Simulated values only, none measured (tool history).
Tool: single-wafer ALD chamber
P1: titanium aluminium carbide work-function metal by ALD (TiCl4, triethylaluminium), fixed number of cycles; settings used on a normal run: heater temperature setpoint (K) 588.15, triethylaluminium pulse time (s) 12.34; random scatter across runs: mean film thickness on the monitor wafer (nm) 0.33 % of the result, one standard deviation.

run   hour  heater temperature setpoint (K)  triethylaluminium pulse time (s)  hours since the last thermocouple change  hours since the last triethylaluminium bottle change  mean film thickness on the monitor wafer (nm)
  1   17.7                           588.15                             12.34                                     482.4                                                 215.8                                         2.2267
  2   35.2                           572.15                              6.71                                     499.9                                                 233.3                                         1.8962
  3   51.2                           612.15                             12.34                                     515.9                                                 249.3                                         2.4478
  4   62.7                           588.15                             12.34                                     527.4                                                 260.8                                         2.2257
  5   77.9                           588.15                             12.34                                     542.6                                                   276                                         2.2231
  6   91.3                           588.15                              6.26                                       556                                                 289.4                                         2.0072
  7  106.3                           602.15                              9.17                                       571                                                 304.4                                         2.2992
  8  121.3                           588.15                             12.34                                       586                                                 319.4                                         2.2188
  9  136.9                           570.15                             12.34                                     601.6                                                   335                                         2.0648
 10    152                           588.15                                20                                     616.7                                                 350.1                                         2.2544
 11  167.7                           588.15                             12.34                                     632.4                                                 365.8                                          2.216
 12  179.5                           588.15                             12.34                                     644.2                                                 377.6                                         2.2252
 13  189.4                           588.15                             12.34                                     654.1                                                 387.5                                         2.2214
 14    204                           588.15                             12.34                                     668.7                                                 402.1                                         2.2079
 15  219.9                           588.15                             12.34                                     684.6                                                   418                                          2.189
 16  232.8                           588.15                             12.34                                     697.5                                                 430.9                                         2.1965
 17  245.8                           588.15                             12.34                                     710.5                                                 443.9                                          2.189
 18    261                           588.15                             12.34                                     725.7                                                 459.1                                         2.1939
 19  273.6                           588.15                             12.34                                     738.3                                                 471.7                                         2.1796
 20  287.1                           588.15                             12.34                                     751.8                                                 485.2                                         2.1813
 21    304                           588.15                             12.34                                     768.7                                                 502.1                                         2.1868
 22  322.3                           588.15                             12.34                                       787                                                 520.4                                         2.1939

P1 no longer gives what it gave before; its output has crept away from where it was. The following 2 causes, each at its listed size, fit the log equally well:
A: wafer temperature below the value expected at the setpoint (K) = 4
B: triethylaluminium dose below that of a fresh bottle (%) = 17.9
The gradual shift began around hour 179.5.

Question marks stand in for the results of the 4 check runs listed below, each run on one wafer. Under which run would the listed causes show clearly different results?
check 1  340.6                           570.15                             12.34                                                                                                                                              ?
check 2  340.6                           605.15                             12.34                                                                                                                                              ?
check 3  340.6                           588.15                              7.23                                                                                                                                              ?
check 4  340.6                           609.15                             12.34                                                                                                                                              ?

If the cause were each of the candidates in turn, the checks would give the following:
  check                                         result    if A    if B
check 1  mean film thickness on the monitor wafer (nm)  2.0266  2.0289
check 2  mean film thickness on the monitor wafer (nm)   2.347   2.345
check 3  mean film thickness on the monitor wafer (nm)  2.0382  1.9674
check 4  mean film thickness on the monitor wafer (nm)  2.3842  2.3816
Distance between the nearest two causes, measured in the result of the check that separates them most: check 1 0.11 %; check 2 0.09 %; check 3 3.54 %; check 4 0.11 %
The causes can be told apart only by check 3. The other checks would give nearly the same results under each of them.

Check 3 was carried out, with these results: mean film thickness on the monitor wafer (nm) 2.0336. Which of the listed causes is responsible?

It was cause A: wafer temperature below the value expected at the setpoint (K).
